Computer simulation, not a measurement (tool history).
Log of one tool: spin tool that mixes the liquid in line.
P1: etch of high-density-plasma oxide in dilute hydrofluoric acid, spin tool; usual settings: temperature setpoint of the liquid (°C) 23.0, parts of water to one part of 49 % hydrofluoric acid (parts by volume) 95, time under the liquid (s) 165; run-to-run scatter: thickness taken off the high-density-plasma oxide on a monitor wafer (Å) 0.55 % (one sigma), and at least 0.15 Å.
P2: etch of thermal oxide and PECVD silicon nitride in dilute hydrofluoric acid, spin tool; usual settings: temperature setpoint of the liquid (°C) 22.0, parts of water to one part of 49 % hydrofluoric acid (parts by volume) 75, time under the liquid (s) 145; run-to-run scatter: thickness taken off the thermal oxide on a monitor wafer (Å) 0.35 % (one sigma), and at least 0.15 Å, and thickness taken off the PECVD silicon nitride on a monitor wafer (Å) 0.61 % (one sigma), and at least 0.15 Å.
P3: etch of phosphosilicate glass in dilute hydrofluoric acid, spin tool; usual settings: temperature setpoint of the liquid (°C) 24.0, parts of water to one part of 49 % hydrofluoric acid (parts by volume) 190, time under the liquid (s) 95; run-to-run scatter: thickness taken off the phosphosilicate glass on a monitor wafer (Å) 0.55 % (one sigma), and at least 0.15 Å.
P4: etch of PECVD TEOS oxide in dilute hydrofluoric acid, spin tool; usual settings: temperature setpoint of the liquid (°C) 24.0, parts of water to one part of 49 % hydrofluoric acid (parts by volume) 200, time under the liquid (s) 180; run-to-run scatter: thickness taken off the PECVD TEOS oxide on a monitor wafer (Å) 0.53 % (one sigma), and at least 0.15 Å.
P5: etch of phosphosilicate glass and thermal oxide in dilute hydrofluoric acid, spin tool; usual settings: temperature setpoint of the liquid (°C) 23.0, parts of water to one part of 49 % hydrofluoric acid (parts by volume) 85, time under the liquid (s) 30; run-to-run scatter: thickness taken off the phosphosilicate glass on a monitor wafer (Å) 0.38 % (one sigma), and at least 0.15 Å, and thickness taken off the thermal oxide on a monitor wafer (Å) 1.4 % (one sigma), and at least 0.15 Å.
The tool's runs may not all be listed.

run     day  process that ran  temperature setpoint of the liquid (°C)  parts of water to one part of 49 % hydrofluoric acid (parts by volume)  time under the liquid (s)  thickness taken off the high-density-plasma oxide on a monitor wafer (Å)  thickness taken off the phosphosilicate glass on a monitor wafer (Å)  thickness taken off the thermal oxide on a monitor wafer (Å)  thickness taken off the PECVD silicon nitride on a monitor wafer (Å)  thickness taken off the PECVD TEOS oxide on a monitor wafer (Å)
  1   0.433                P1                                     23.0                                                                      95                        165                                                                    87.353
  2   0.871                P3                                     24.0                                                                     190                         95                                                                                                                                         504.700
  3   1.350                P2                                     22.0                                                                      75                        145                                                                                                                                                                                                       89.0600                                                                50.690
  4   1.683                P1                                     17.5                                                                      95                         65                                                                    27.228
  5   2.150                P1                                     23.0                                                                      95                        165                                                                    86.016
  6   2.692                P5                                     23.0                                                                      85                         55                                                                                                                                         613.070                                                       30.9070
  7   3.133                P5                                     23.0                                                                      85                         30                                                                                                                                         334.970                                                       17.0350
  8   3.567                P2                                     22.0                                                                      75                        280                                                                                                                                                                                                      172.2400                                                                99.026
  9   4.075                P5                                     23.0                                                                      85                         30                                                                                                                                         338.130                                                       17.2730
 10   4.604                P3                                     24.0                                                                     190                         15                                                                                                                                          79.578
 11   4.979                P4                                     24.0                                                                      45                        180                                                                                                                                                                                                                                                                                                                                              672.880
 12   5.296                P2                                     22.0                                                                     140                        145                                                                                                                                                                                                       44.1800                                                                27.259
 13   5.929                P1                                     23.0                                                                      95                        165                                                                    85.996
 14   6.450                P4                                     24.0                                                                     200                        315                                                                                                                                                                                                                                                                                                                                              220.760
 15   7.000                P1                                     23.0                                                                      95                        165                                                                    86.213
 16   7.338                P1                                     23.0                                                                      95                         60                                                                    31.709
 17   7.721                P1                                     23.0                                                                      95                        270                                                                   141.650
 18   8.271                P1                                     23.0                                                                      95                        165                                                                    87.312
 19   8.771                P4                                     24.0                                                                     200                        180                                                                                                                                                                                                                                                                                                                                              126.830
 20   9.354                P4                                     17.0                                                                     200                        180                                                                                                                                                                                                                                                                                                                                               96.585
 21   9.850                P2                                     17.0                                                                      75                        145                                                                                                                                                                                                       72.0360                                                                36.183
 22  10.162                P1                                     28.5                                                                      95                        165                                                                   107.280
 23  10.500                P1                                     23.0                                                                      95                        165                                                                    86.057
 24  11.046                P3                                     24.0                                                                     190                         95                                                                                                                                         503.010
 25  11.567                P2                                     22.0                                                                      75                        145                                                                                                                                                                                                       88.9900                                                                50.215
 26  12.188                P5                                     30.0                                                                      85                         30                                                                                                                                         444.150                                                       21.8450
 27  12.688                P3                                     24.0                                                                      45                         95                                                                                                                                        2516.700
 28  13.117                P1                                     27.5                                                                      95                         55                                                                    34.512
 29  13.579                P1                                     19.0                                                                      95                        165                                                                    72.661
 30  14.025                P1                                     23.0                                                                      50                        165                                                                   173.420
 31  14.658                P5                                     23.0                                                                     145                         30                                                                                                                                         182.580                                                        9.3475
 32  15.217                P1                                     23.0                                                                      95                        165                                                                    86.157
 33  15.558                P1                                     23.0                                                                     160                        165                                                                    47.510
 34  15.996                P3                                     28.5                                                                     190                         95                                                                                                                                         592.270
 35  16.492                P1                                     23.0                                                                      95                        165                                                                    85.897
 36  17.150                P1                                     23.0                                                                      95                        165                                                                    89.171
 37  17.767                P1                                     23.0                                                                      95                        165                                                                    91.889
 38  18.425                P1                                     23.0                                                                      95                        165                                                                    92.471
 39  18.846                P1                                     23.0                                                                      95                        165                                                                    92.875
 40  19.529                P1                                     23.0                                                                      95                        165                                                                    93.719
 41  19.921                P1                                     23.0                                                                      95                        165                                                                    94.128
 42  20.567                P1                                     23.0                                                                      95                        165                                                                    94.795
 43  21.021                P1                                     23.0                                                                      95                        165                                                                    94.839
 44  21.658                P1                                     23.0                                                                      95                        165                                                                    95.081

What P1 gives has crept away from where it was. These 2 causes fit the log equally well, each at the size given:
A: liquid hotter than its thermometer reads (K) = 2.27
B: hydrofluoric acid flow above the setpoint (%) = 8.43
The creep began at about day 16.492.

4 check runs are offered, one wafer each, their results left as question marks. Which one tells the causes apart?
check 1  22.296                P5                                     23.0                                                                     135                         40                                                                                                                                               ?                                                             ?
check 2  22.296                P2                                     22.0                                                                      75                        275                                                                                                                                                                                                             ?                                                                     ?
check 3  22.296                P3                                     24.0                                                                     105                         15                                                                                                                                               ?
check 4  22.296                P4                                     19.0                                                                     200                        310                                                                                                                                                                                                                                                                                                                                                    ?

What each check would give under each cause:
  check                                                                result      if A      if B
check 1  thickness taken off the phosphosilicate glass on a monitor wafer (Å)   290.180   291.760
check 1          thickness taken off the thermal oxide on a monitor wafer (Å)   14.7730   14.8530
check 2          thickness taken off the thermal oxide on a monitor wafer (Å)  185.5400  184.7500
check 2  thickness taken off the PECVD silicon nitride on a monitor wafer (Å)   112.160   104.260
check 3  thickness taken off the phosphosilicate glass on a monitor wafer (Å)   172.130   172.510
check 4       thickness taken off the PECVD TEOS oxide on a monitor wafer (Å)   196.580   198.250
How far apart the two closest causes lie, in the result that separates them most: check 1 0.54 %; check 2 7.3 %; check 3 0.22 %; check 4 0.84 %
Only check 2 tells the causes apart: in the others they would give nearly the same result.

Check 2 was then run and gave: thickness taken off the thermal oxide on a monitor wafer (Å) 185.4200; thickness taken off the PECVD silicon nitride on a monitor wafer (Å) 112.380. Which cause is it?

It is A: liquid hotter than its thermometer reads (K).
